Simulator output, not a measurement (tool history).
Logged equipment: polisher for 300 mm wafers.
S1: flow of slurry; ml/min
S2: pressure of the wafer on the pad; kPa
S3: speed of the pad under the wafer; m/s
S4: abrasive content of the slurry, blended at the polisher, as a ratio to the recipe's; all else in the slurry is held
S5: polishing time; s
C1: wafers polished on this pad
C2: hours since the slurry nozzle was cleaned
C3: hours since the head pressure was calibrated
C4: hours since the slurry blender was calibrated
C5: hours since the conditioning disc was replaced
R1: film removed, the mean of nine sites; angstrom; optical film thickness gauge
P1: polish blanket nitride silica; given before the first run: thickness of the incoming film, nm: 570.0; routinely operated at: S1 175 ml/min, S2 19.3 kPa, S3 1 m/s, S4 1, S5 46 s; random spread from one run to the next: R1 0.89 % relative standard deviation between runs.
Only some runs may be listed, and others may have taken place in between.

Run 1, hour 5.8: S1 175 ml/min, S2 19.3 kPa, S3 1 m/s, S4 1, S5 46 s; C1 295; C2 137.2; C3 330; C4 196; C5 128.4. Result: R1 243.32 angstrom.
Run 2, hour 11.2: S1 175 ml/min, S2 19.3 kPa, S3 1 m/s, S4 1, S5 21 s; C1 327; C2 142.6; C3 335.4; C4 201.4; C5 133.8. Result: R1 111.59 angstrom.
Run 3, hour 17.8: S1 175 ml/min, S2 19.3 kPa, S3 1.58 m/s, S4 1, S5 46 s; C1 367; C2 149.2; C3 342; C4 208; C5 140.4. Result: R1 352.82 angstrom.
Run 4, hour 27.1: S1 175 ml/min, S2 19.3 kPa, S3 1 m/s, S4 1, S5 46 s; C1 422; C2 158.5; C3 351.3; C4 217.3; C5 149.7. Result: R1 241.51 angstrom.
Run 5, hour 31.5: S1 175 ml/min, S2 10.3 kPa, S3 0.46 m/s, S4 1, S5 46 s; C1 448; C2 162.9; C3 355.7; C4 221.7; C5 154.1. Result: R1 70.291 angstrom.
Run 6, hour 38.2: S1 175 ml/min, S2 19.3 kPa, S3 1 m/s, S4 1.4, S5 46 s; C1 488; C2 169.6; C3 362.4; C4 228.4; C5 160.8. Result: R1 280.76 angstrom.
Run 7, hour 47.3: S1 175 ml/min, S2 19.3 kPa, S3 1 m/s, S4 1, S5 46 s; C1 542; C2 178.7; C3 371.5; C4 237.5; C5 169.9. Result: R1 246.13 angstrom.
Run 8, hour 55.1: S1 175 ml/min, S2 19.3 kPa, S3 1 m/s, S4 1, S5 46 s; C1 588; C2 186.5; C3 379.3; C4 245.3; C5 177.7. Result: R1 243.54 angstrom.
Run 9, hour 62.2: S1 245 ml/min, S2 19.3 kPa, S3 1.5 m/s, S4 1, S5 46 s; C1 630; C2 193.6; C3 386.4; C4 252.4; C5 184.8. Result: R1 354.45 angstrom.
Run 10, hour 67.2: S1 175 ml/min, S2 19.3 kPa, S3 1 m/s, S4 0.55, S5 46 s; C1 660; C2 198.6; C3 391.4; C4 257.4; C5 189.8. Result: R1 174.64 angstrom.
Run 11, hour 74.4: S1 175 ml/min, S2 19.3 kPa, S3 1 m/s, S4 1, S5 46 s; C1 702; C2 205.8; C3 398.6; C4 264.6; C5 197. Result: R1 247.09 angstrom.
Run 12, hour 82.9: S1 175 ml/min, S2 19.3 kPa, S3 1 m/s, S4 1, S5 46 s; C1 753; C2 214.3; C3 407.1; C4 273.1; C5 205.5. Result: R1 241.31 angstrom.
Run 13, hour 88.1: S1 175 ml/min, S2 10.3 kPa, S3 1 m/s, S4 1, S5 46 s; C1 784; C2 219.5; C3 412.3; C4 278.3; C5 210.7. Result: R1 130.13 angstrom.
At hour 92.1: conditioning disc replaced and pad reconditioned.
Run 14, hour 97.2: S1 270 ml/min, S2 19.3 kPa, S3 1 m/s, S4 1, S5 46 s; C1 838; C2 228.6; C3 421.4; C4 287.4; C5 5.1. Result: R1 259.97 angstrom.
Run 15, hour 107: S1 175 ml/min, S2 19.3 kPa, S3 1 m/s, S4 1, S5 46 s; C1 896; C2 238.4; C3 431.2; C4 297.2; C5 14.9. Result: R1 247.11 angstrom.
Run 16, hour 112: S1 175 ml/min, S2 26.9 kPa, S3 1 m/s, S4 1, S5 46 s; C1 926; C2 243.4; C3 436.2; C4 302.2; C5 19.9. Result: R1 342.17 angstrom.
At hour 115.1: slurry blender recalibrated.
Run 17, hour 121.7: S1 175 ml/min, S2 19.3 kPa, S3 0.5 m/s, S4 1, S5 46 s; C1 983; C2 253.1; C3 445.9; C4 6.6; C5 29.6. Result: R1 140.54 angstrom.
Run 18, hour 130.7: S1 175 ml/min, S2 19.3 kPa, S3 1 m/s, S4 1, S5 65 s; C1 1037; C2 262.1; C3 454.9; C4 15.6; C5 38.6. Result: R1 346.69 angstrom.
Run 19, hour 140: S1 260 ml/min, S2 19.3 kPa, S3 1 m/s, S4 1.45, S5 46 s; C1 1092; C2 271.4; C3 464.2; C4 24.9; C5 47.9. Result: R1 294.78 angstrom.
Run 20, hour 145.1: S1 105 ml/min, S2 19.3 kPa, S3 1 m/s, S4 1, S5 46 s; C1 1122; C2 276.5; C3 469.3; C4 30; C5 53. Result: R1 216.59 angstrom.
Run 21, hour 155: S1 175 ml/min, S2 19.3 kPa, S3 1 m/s, S4 1, S5 46 s; C1 1181; C2 286.4; C3 479.2; C4 39.9; C5 62.9. Result: R1 242.72 angstrom.

Run 22 has not been measured yet. What should we expect?
Run 22, hour 162.8: S1 175 ml/min, S2 19.3 kPa, S3 1 m/s, S4 1, S5 46 s; C1 1227; C2 294.2; C3 487; C4 47.7; C5 70.7. Result: R1 ?.

Run 22 gave R1 226.93 angstrom.

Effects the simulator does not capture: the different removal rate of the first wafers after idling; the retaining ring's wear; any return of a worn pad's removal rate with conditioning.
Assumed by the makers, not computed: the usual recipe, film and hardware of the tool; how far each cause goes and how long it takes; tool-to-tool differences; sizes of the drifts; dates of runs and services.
